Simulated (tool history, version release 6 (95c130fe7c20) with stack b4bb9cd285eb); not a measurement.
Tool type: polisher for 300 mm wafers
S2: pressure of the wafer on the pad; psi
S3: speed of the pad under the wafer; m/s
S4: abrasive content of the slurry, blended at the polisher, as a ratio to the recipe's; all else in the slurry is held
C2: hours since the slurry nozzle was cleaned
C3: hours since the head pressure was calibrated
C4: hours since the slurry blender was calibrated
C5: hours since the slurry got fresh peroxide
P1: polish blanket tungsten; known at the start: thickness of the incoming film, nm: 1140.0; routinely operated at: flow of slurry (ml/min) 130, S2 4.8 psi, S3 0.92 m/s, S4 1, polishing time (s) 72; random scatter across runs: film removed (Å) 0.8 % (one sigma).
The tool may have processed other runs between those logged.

Run 1, hour 3.1: flow of slurry (ml/min) 130, S2 4.8 psi, S3 0.92 m/s, S4 1, polishing time (s) 72; wafers polished on this pad 184; C2 191.3; C3 226.7; C4 127.8; C5 74.7. Result: film removed (Å) 4913.3.
Run 2, hour 5.9: flow of slurry (ml/min) 130, S2 4.8 psi, S3 0.92 m/s, S4 1, polishing time (s) 96; wafers polished on this pad 200; C2 194.1; C3 229.5; C4 130.6; C5 77.5. Result: film removed (Å) 6495.
Run 3, hour 10.4: flow of slurry (ml/min) 130, S2 6.7 psi, S3 0.92 m/s, S4 1, polishing time (s) 53; wafers polished on this pad 226; C2 198.6; C3 234; C4 135.1; C5 82. Result: film removed (Å) 5008.2.
Run 4, hour 13: flow of slurry (ml/min) 130, S2 4.8 psi, S3 0.92 m/s, S4 1.3, polishing time (s) 72; wafers polished on this pad 241; C2 201.2; C3 236.6; C4 137.7; C5 84.6. Result: film removed (Å) 5174.3.
Run 5, hour 18.3: flow of slurry (ml/min) 130, S2 4.8 psi, S3 0.46 m/s, S4 1, polishing time (s) 72; wafers polished on this pad 272; C2 206.5; C3 241.9; C4 143; C5 89.9. Result: film removed (Å) 2434.5.
Run 6, hour 23.1: flow of slurry (ml/min) 80, S2 4.8 psi, S3 0.92 m/s, S4 1, polishing time (s) 72; wafers polished on this pad 300; C2 211.3; C3 246.7; C4 147.8; C5 94.7. Result: film removed (Å) 4322.9.
Run 7, hour 27.3: flow of slurry (ml/min) 130, S2 4.8 psi, S3 0.92 m/s, S4 1, polishing time (s) 43; wafers polished on this pad 324; C2 215.5; C3 250.9; C4 152; C5 98.9. Result: film removed (Å) 2906.1.
Run 8, hour 31.5: flow of slurry (ml/min) 130, S2 4.8 psi, S3 0.92 m/s, S4 1, polishing time (s) 72; wafers polished on this pad 348; C2 219.7; C3 255.1; C4 156.2; C5 103.1. Result: film removed (Å) 4844.8.
Run 9, hour 34.6: flow of slurry (ml/min) 130, S2 4.8 psi, S3 0.92 m/s, S4 0.8, polishing time (s) 98; wafers polished on this pad 366; C2 222.8; C3 258.2; C4 159.3; C5 106.2. Result: film removed (Å) 6242.3.
Run 10, hour 40.2: flow of slurry (ml/min) 130, S2 4.8 psi, S3 0.92 m/s, S4 1, polishing time (s) 72; wafers polished on this pad 399; C2 228.4; C3 263.8; C4 164.9; C5 111.8. Result: film removed (Å) 4854.5.
Run 11, hour 44.1: flow of slurry (ml/min) 130, S2 7.2 psi, S3 0.92 m/s, S4 1, polishing time (s) 72; wafers polished on this pad 421; C2 232.3; C3 267.7; C4 168.8; C5 115.7. Result: film removed (Å) 7304.2.
Run 12, hour 49: flow of slurry (ml/min) 130, S2 4.8 psi, S3 0.92 m/s, S4 1, polishing time (s) 72; wafers polished on this pad 450; C2 237.2; C3 272.6; C4 173.7; C5 120.6. Result: film removed (Å) 4828.2.
Run 13, hour 53.9: flow of slurry (ml/min) 165, S2 4.8 psi, S3 0.92 m/s, S4 1, polishing time (s) 72; wafers polished on this pad 478; C2 242.1; C3 277.5; C4 178.6; C5 125.5. Result: film removed (Å) 5114.4.
Run 14, hour 58.7: flow of slurry (ml/min) 130, S2 4.8 psi, S3 0.92 m/s, S4 1, polishing time (s) 72; wafers polished on this pad 506; C2 246.9; C3 282.3; C4 183.4; C5 130.3. Result: film removed (Å) 4861.6.
Run 15, hour 63.9: flow of slurry (ml/min) 130, S2 4.8 psi, S3 0.92 m/s, S4 1, polishing time (s) 72; wafers polished on this pad 536; C2 252.1; C3 287.5; C4 188.6; C5 135.5. Result: film removed (Å) 4897.7.
Run 16, hour 66.8: flow of slurry (ml/min) 130, S2 3 psi, S3 0.92 m/s, S4 1, polishing time (s) 72; wafers polished on this pad 553; C2 255; C3 290.4; C4 191.5; C5 138.4. Result: film removed (Å) 3061.
Run 17, hour 72.3: flow of slurry (ml/min) 130, S2 4.8 psi, S3 1.26 m/s, S4 1, polishing time (s) 72; wafers polished on this pad 585; C2 260.5; C3 295.9; C4 197; C5 143.9. Result: film removed (Å) 6596.8.
Run 18, hour 76.7: flow of slurry (ml/min) 130, S2 4.8 psi, S3 0.92 m/s, S4 0.6, polishing time (s) 72; wafers polished on this pad 610; C2 264.9; C3 300.3; C4 201.4; C5 148.3. Result: film removed (Å) 4281.9.
Run 19, hour 80.5: flow of slurry (ml/min) 130, S2 4.8 psi, S3 0.92 m/s, S4 1, polishing time (s) 72; wafers polished on this pad 632; C2 268.7; C3 304.1; C4 205.2; C5 152.1. Result: film removed (Å) 4867.3.
Run 20, hour 85: flow of slurry (ml/min) 130, S2 4.8 psi, S3 0.92 m/s, S4 1, polishing time (s) 72; wafers polished on this pad 659; C2 273.2; C3 308.6; C4 209.7; C5 156.6. Result: film removed (Å) 4827.9.
Run 21, hour 90.4: flow of slurry (ml/min) 130, S2 4.8 psi, S3 0.92 m/s, S4 1, polishing time (s) 72; wafers polished on this pad 690; C2 278.6; C3 314; C4 215.1; C5 162. Result: film removed (Å) 4696.9.
Run 22, hour 94.2: flow of slurry (ml/min) 130, S2 4.8 psi, S3 0.92 m/s, S4 1, polishing time (s) 72; wafers polished on this pad 712; C2 282.4; C3 317.8; C4 218.9; C5 165.8. Result: film removed (Å) 4561.
Run 23, hour 99.5: flow of slurry (ml/min) 130, S2 4.8 psi, S3 0.92 m/s, S4 1, polishing time (s) 72; wafers polished on this pad 743; C2 287.7; C3 323.1; C4 224.2; C5 171.1. Result: film removed (Å) 4451.1.
At hour 103.3: slurry blender recalibrated.
Run 24, hour 104.8: flow of slurry (ml/min) 130, S2 4.8 psi, S3 0.92 m/s, S4 1, polishing time (s) 72; wafers polished on this pad 773; C2 293; C3 328.4; C4 1.6; C5 176.4. Result: film removed (Å) 4488.3.
At hour 105.2: slurry tank refilled with fresh slurry and peroxide.
At hour 106.2: worn pad replaced by a new one.
Run 25, hour 110.1: flow of slurry (ml/min) 130, S2 4.8 psi, S3 0.92 m/s, S4 1, polishing time (s) 72; wafers polished on this pad 22; C2 298.3; C3 333.7; C4 6.9; C5 4.9. Result: film removed (Å) 4397.
Run 26, hour 114.1: flow of slurry (ml/min) 130, S2 4.8 psi, S3 0.92 m/s, S4 1, polishing time (s) 72; wafers polished on this pad 46; C2 302.3; C3 337.7; C4 10.9; C5 8.9. Result: film removed (Å) 4416.5.
Run 27, hour 118.9: flow of slurry (ml/min) 130, S2 4.8 psi, S3 0.92 m/s, S4 1, polishing time (s) 72; wafers polished on this pad 73; C2 307.1; C3 342.5; C4 15.7; C5 13.7. Result: film removed (Å) 4343.7.
Run 28, hour 123: flow of slurry (ml/min) 130, S2 4.8 psi, S3 0.92 m/s, S4 1, polishing time (s) 72; wafers polished on this pad 97; C2 311.2; C3 346.6; C4 19.8; C5 17.8. Result: film removed (Å) 4354.6.
Run 29, hour 127.6: flow of slurry (ml/min) 130, S2 4.8 psi, S3 0.92 m/s, S4 1, polishing time (s) 72; wafers polished on this pad 124; C2 315.8; C3 351.2; C4 24.4; C5 22.4. Result: film removed (Å) 4401.8.
Run 30, hour 130.4: flow of slurry (ml/min) 130, S2 4.8 psi, S3 0.92 m/s, S4 1, polishing time (s) 72; wafers polished on this pad 140; C2 318.6; C3 354; C4 27.2; C5 25.2. Result: film removed (Å) 4422.7.

The output of P1 has drifted from where it used to be. Each of the 2 causes below, taken at the size shown beside it, accounts for the log equally well:
A: slurry flow missing at the pad, % = 35.5
B: head's pressure below its setpoint, % = 10.1
At approximately hour 85, the process output began to creep.
Excluded causes, each with its reason:
removal rate lost through wear of the pad, %: was serviced at hour 106.2, once the creep was under way, yet the earlier output never came back
abrasive missing from the slurry, %: was serviced at hour 103.3, once the creep was under way, yet the earlier output never came back
peroxide lost from the slurry, %: was serviced at hour 105.2, once the creep was under way, yet the earlier output never came back

Below are 4 check runs, each averaged over 3 wafers, with their results shown as question marks. Which of them would give clearly different results depending on which cause is behind the drift?
Run check 1, hour 133.2: flow of slurry (ml/min) 130, S2 4.8 psi, S3 0.52 m/s, S4 1, polishing time (s) 72. Result: film removed (Å) ?.
Run check 2, hour 133.2: flow of slurry (ml/min) 130, S2 4.8 psi, S3 0.92 m/s, S4 1, polishing time (s) 96. Result: film removed (Å) ?.
Run check 3, hour 133.2: flow of slurry (ml/min) 90, S2 4.8 psi, S3 0.92 m/s, S4 0.65, polishing time (s) 72. Result: film removed (Å) ?.
Run check 4, hour 133.2: flow of slurry (ml/min) 130, S2 4.8 psi, S3 0.56 m/s, S4 1, polishing time (s) 72. Result: film removed (Å) ?.

How each check would come out, cause by cause:
  check            result    if A    if B
check 1  film removed (Å)  2469.1  2469.1
check 2  film removed (Å)  5824.4  5824.6
check 3  film removed (Å)  3485.6  3626.5
check 4  film removed (Å)    2659    2659
Per-check spread between the two closest causes, in the result where they differ most: check 1 0 %; check 2 0 %; check 3 3.96 %; check 4 0 %
Only check 3 tells the causes apart: in the others they would give nearly the same result.

Here is what check 3 returned: film removed (Å) 3607.3. Which cause is it?

The correct cause is B, namely: head's pressure below its setpoint, %.
